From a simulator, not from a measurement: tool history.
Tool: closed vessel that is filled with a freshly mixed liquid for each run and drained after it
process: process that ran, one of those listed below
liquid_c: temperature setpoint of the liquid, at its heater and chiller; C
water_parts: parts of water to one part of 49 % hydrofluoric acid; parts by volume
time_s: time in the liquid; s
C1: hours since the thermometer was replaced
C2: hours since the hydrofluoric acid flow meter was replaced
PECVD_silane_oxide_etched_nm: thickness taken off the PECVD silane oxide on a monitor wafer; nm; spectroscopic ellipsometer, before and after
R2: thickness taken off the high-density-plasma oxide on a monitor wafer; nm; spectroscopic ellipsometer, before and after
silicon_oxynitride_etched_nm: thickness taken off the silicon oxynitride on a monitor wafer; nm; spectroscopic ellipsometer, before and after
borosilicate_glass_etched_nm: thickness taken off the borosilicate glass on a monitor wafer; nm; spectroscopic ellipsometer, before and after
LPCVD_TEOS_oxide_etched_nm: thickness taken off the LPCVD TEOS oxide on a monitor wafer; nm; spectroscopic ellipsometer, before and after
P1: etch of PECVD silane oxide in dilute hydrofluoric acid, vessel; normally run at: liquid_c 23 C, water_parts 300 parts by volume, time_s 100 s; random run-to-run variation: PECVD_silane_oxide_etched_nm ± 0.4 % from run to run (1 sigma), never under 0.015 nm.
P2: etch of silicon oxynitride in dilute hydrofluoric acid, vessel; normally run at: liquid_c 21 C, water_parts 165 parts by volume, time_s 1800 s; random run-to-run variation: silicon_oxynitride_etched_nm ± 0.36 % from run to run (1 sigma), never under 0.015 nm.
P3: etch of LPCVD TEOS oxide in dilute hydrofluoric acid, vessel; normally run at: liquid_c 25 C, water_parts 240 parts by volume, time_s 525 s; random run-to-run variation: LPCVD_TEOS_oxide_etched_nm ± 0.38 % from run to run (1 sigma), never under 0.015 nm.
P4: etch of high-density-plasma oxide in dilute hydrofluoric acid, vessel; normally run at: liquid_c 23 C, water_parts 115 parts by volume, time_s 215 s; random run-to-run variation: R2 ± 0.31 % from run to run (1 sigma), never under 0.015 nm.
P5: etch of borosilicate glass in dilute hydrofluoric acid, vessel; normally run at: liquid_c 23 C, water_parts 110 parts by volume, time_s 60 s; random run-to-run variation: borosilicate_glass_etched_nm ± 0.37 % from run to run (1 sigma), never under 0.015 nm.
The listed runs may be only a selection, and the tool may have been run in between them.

run 1 hour=4.1 | process=P1 liquid_c=23 water_parts=300 time_s=100 | C1=2080.5 C2=1753.6 | PECVD_silane_oxide_etched_nm=5.7517
run 2 hour=8.6 | process=P4 liquid_c=23 water_parts=215 time_s=215 | C1=2085 C2=1758.1 | R2=4.1471
run 3 hour=12.9 | process=P2 liquid_c=17 water_parts=165 time_s=1800 | C1=2089.3 C2=1762.4 | silicon_oxynitride_etched_nm=11.765
run 4 hour=17.9 | process=P1 liquid_c=23 water_parts=540 time_s=100 | C1=2094.3 C2=1767.4 | PECVD_silane_oxide_etched_nm=2.6335
run 5 hour=20.3 | process=P1 liquid_c=23 water_parts=300 time_s=100 | C1=2096.7 C2=1769.8 | PECVD_silane_oxide_etched_nm=5.7923
run 6 hour=23.2 | process=P4 liquid_c=18.5 water_parts=115 time_s=215 | C1=2099.6 C2=1772.7 | R2=7.196
run 7 hour=25.9 | process=P4 liquid_c=23 water_parts=115 time_s=400 | C1=2102.3 C2=1775.4 | R2=16.008
run 8 hour=30.5 | process=P1 liquid_c=23 water_parts=300 time_s=30 | C1=2106.9 C2=1780 | PECVD_silane_oxide_etched_nm=1.7506
run 9 hour=33.5 | process=P5 liquid_c=23 water_parts=190 time_s=60 | C1=2109.9 C2=1783 | borosilicate_glass_etched_nm=12.268
run 10 hour=38.8 | process=P1 liquid_c=23 water_parts=300 time_s=100 | C1=2115.2 C2=1788.3 | PECVD_silane_oxide_etched_nm=5.7148
run 11 hour=42.3 | process=P1 liquid_c=19 water_parts=300 time_s=100 | C1=2118.7 C2=1791.8 | PECVD_silane_oxide_etched_nm=4.9627
run 12 hour=47.7 | process=P1 liquid_c=23 water_parts=300 time_s=100 | C1=2124.1 C2=1797.2 | PECVD_silane_oxide_etched_nm=5.781
run 13 hour=50.3 | process=P3 liquid_c=25 water_parts=240 time_s=525 | C1=2126.7 C2=1799.8 | LPCVD_TEOS_oxide_etched_nm=43.433
run 14 hour=55.5 | process=P3 liquid_c=19 water_parts=240 time_s=525 | C1=2131.9 C2=1805 | LPCVD_TEOS_oxide_etched_nm=34.729
run 15 hour=58.4 | process=P2 liquid_c=21 water_parts=275 time_s=1800 | C1=2134.8 C2=1807.9 | silicon_oxynitride_etched_nm=7.9737
run 16 hour=61.9 | process=P5 liquid_c=23 water_parts=110 time_s=60 | C1=2138.3 C2=1811.4 | borosilicate_glass_etched_nm=23.038
run 17 hour=67.1 | process=P1 liquid_c=23 water_parts=300 time_s=100 | C1=2143.5 C2=1816.6 | PECVD_silane_oxide_etched_nm=5.7316
run 18 hour=72.2 | process=P1 liquid_c=23 water_parts=55 time_s=100 | C1=2148.6 C2=1821.7 | PECVD_silane_oxide_etched_nm=41.103
run 19 hour=76.8 | process=P2 liquid_c=21 water_parts=165 time_s=1800 | C1=2153.2 C2=1826.3 | silicon_oxynitride_etched_nm=14.388
run 20 hour=79.8 | process=P2 liquid_c=21 water_parts=165 time_s=1800 | C1=2156.2 C2=1829.3 | silicon_oxynitride_etched_nm=14.233
run 21 hour=82.4 | process=P3 liquid_c=25 water_parts=240 time_s=525 | C1=2158.8 C2=1831.9 | LPCVD_TEOS_oxide_etched_nm=43.393
run 22 hour=87.2 | process=P4 liquid_c=23 water_parts=115 time_s=215 | C1=2163.6 C2=1836.7 | R2=8.6575
run 23 hour=91 | process=P1 liquid_c=26.5 water_parts=300 time_s=35 | C1=2167.4 C2=1840.5 | PECVD_silane_oxide_etched_nm=2.29
run 24 hour=95.9 | process=P1 liquid_c=31 water_parts=300 time_s=100 | C1=2172.3 C2=1845.4 | PECVD_silane_oxide_etched_nm=7.5454
run 25 hour=100.2 | process=P5 liquid_c=23 water_parts=110 time_s=30 | C1=2176.6 C2=1849.7 | borosilicate_glass_etched_nm=11.528
run 26 hour=102.6 | process=P5 liquid_c=31 water_parts=110 time_s=60 | C1=2179 C2=1852.1 | borosilicate_glass_etched_nm=31.202
run 27 hour=106 | process=P3 liquid_c=25 water_parts=430 time_s=525 | C1=2182.4 C2=1855.5 | LPCVD_TEOS_oxide_etched_nm=20.262
run 28 hour=109.1 | process=P1 liquid_c=23 water_parts=300 time_s=190 | C1=2185.5 C2=1858.6 | PECVD_silane_oxide_etched_nm=10.996
run 29 hour=112.6 | process=P2 liquid_c=21 water_parts=165 time_s=3270 | C1=2189 C2=1862.1 | silicon_oxynitride_etched_nm=26.098
run 30 hour=115.5 | process=P3 liquid_c=25 water_parts=240 time_s=190 | C1=2191.9 C2=1865 | LPCVD_TEOS_oxide_etched_nm=15.615
run 31 hour=118.6 | process=P1 liquid_c=29.5 water_parts=90 time_s=100 | C1=2195 C2=1868.1 | PECVD_silane_oxide_etched_nm=31.028
run 32 hour=121.5 | process=P1 liquid_c=23 water_parts=300 time_s=100 | C1=2197.9 C2=1871 | PECVD_silane_oxide_etched_nm=5.7534
run 33 hour=126.3 | process=P5 liquid_c=23 water_parts=110 time_s=60 | C1=2202.7 C2=1875.8 | borosilicate_glass_etched_nm=23.143
run 34 hour=130.4 | process=P1 liquid_c=23 water_parts=300 time_s=100 | C1=2206.8 C2=1879.9 | PECVD_silane_oxide_etched_nm=5.7645
run 35 hour=134.2 | process=P1 liquid_c=23 water_parts=300 time_s=100 | C1=2210.6 C2=1883.7 | PECVD_silane_oxide_etched_nm=5.7763

The next listed run, before its measurement:
run 36 hour=138.7 | process=P1 liquid_c=23 water_parts=300 time_s=100 | C1=2215.1 C2=1888.2 | PECVD_silane_oxide_etched_nm=?

PECVD_silane_oxide_etched_nm: 5.9458 nm
